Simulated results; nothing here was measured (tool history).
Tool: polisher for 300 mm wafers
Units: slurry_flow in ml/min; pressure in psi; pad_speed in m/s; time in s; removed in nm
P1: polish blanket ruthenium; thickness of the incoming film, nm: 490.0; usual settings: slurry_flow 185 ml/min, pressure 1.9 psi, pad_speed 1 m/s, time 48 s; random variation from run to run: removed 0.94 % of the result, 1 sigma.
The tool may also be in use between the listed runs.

| run | hour | slurry_flow | pressure | pad_speed | time | wafers polished on this pad | hours since the slurry nozzle was cleaned | hours since the head pressure was calibrated | removed |
|---|---|---|---|---|---|---|---|---|---|
| 1 | 7.2 | 185 | 1.9 | 1 | 48 | 474 | 129.1 | 790.4 | 45.148 |
| 2 | 13.7 | 185 | 1.9 | 0.46 | 72 | 567 | 135.6 | 796.9 | 31.705 |
| 3 | 20.2 | 185 | 1.9 | 1 | 48 | 660 | 142.1 | 803.4 | 45.956 |
| 4 | 25.6 | 185 | 2.8 | 1.54 | 48 | 737 | 147.5 | 808.8 | 104 |
| 5 | 30 | 185 | 1.9 | 1 | 31 | 800 | 151.9 | 813.2 | 28.922 |
| 6 | 36.2 | 185 | 1.1 | 1 | 48 | 889 | 158.1 | 819.4 | 26.442 |
| 7 | 43.6 | 185 | 1.9 | 1 | 76 | 995 | 165.5 | 826.8 | 72.433 |
| 8 | 47.5 | 185 | 1.9 | 1 | 48 | 1051 | 169.4 | 830.7 | 45.619 |
| 9 | 51.3 | 185 | 1.9 | 1 | 48 | 1105 | 173.2 | 834.5 | 46.339 |
| 10 | 56.6 | 110 | 1.9 | 1 | 48 | 1181 | 178.5 | 839.8 | 41.916 |
| 11 | 61.9 | 185 | 1.9 | 1 | 48 | 1257 | 183.8 | 845.1 | 45.919 |
| 12 | 68.6 | 185 | 2.5 | 1 | 24 | 1353 | 190.5 | 851.8 | 30.087 |
| 13 | 75.2 | 240 | 1.9 | 1 | 48 | 1447 | 197.1 | 858.4 | 48 |
| 14 | 79.7 | 185 | 1.9 | 0.7 | 48 | 1512 | 201.6 | 862.9 | 32.34 |
| 15 | 83.5 | 185 | 2.9 | 1 | 48 | 1566 | 205.4 | 866.7 | 70.373 |

Forecast run 16:
| 16 | 88.4 | 185 | 1.9 | 1.48 | 48 | 1636 | 210.3 | 871.6 | ? |

removed: 67.611 nm
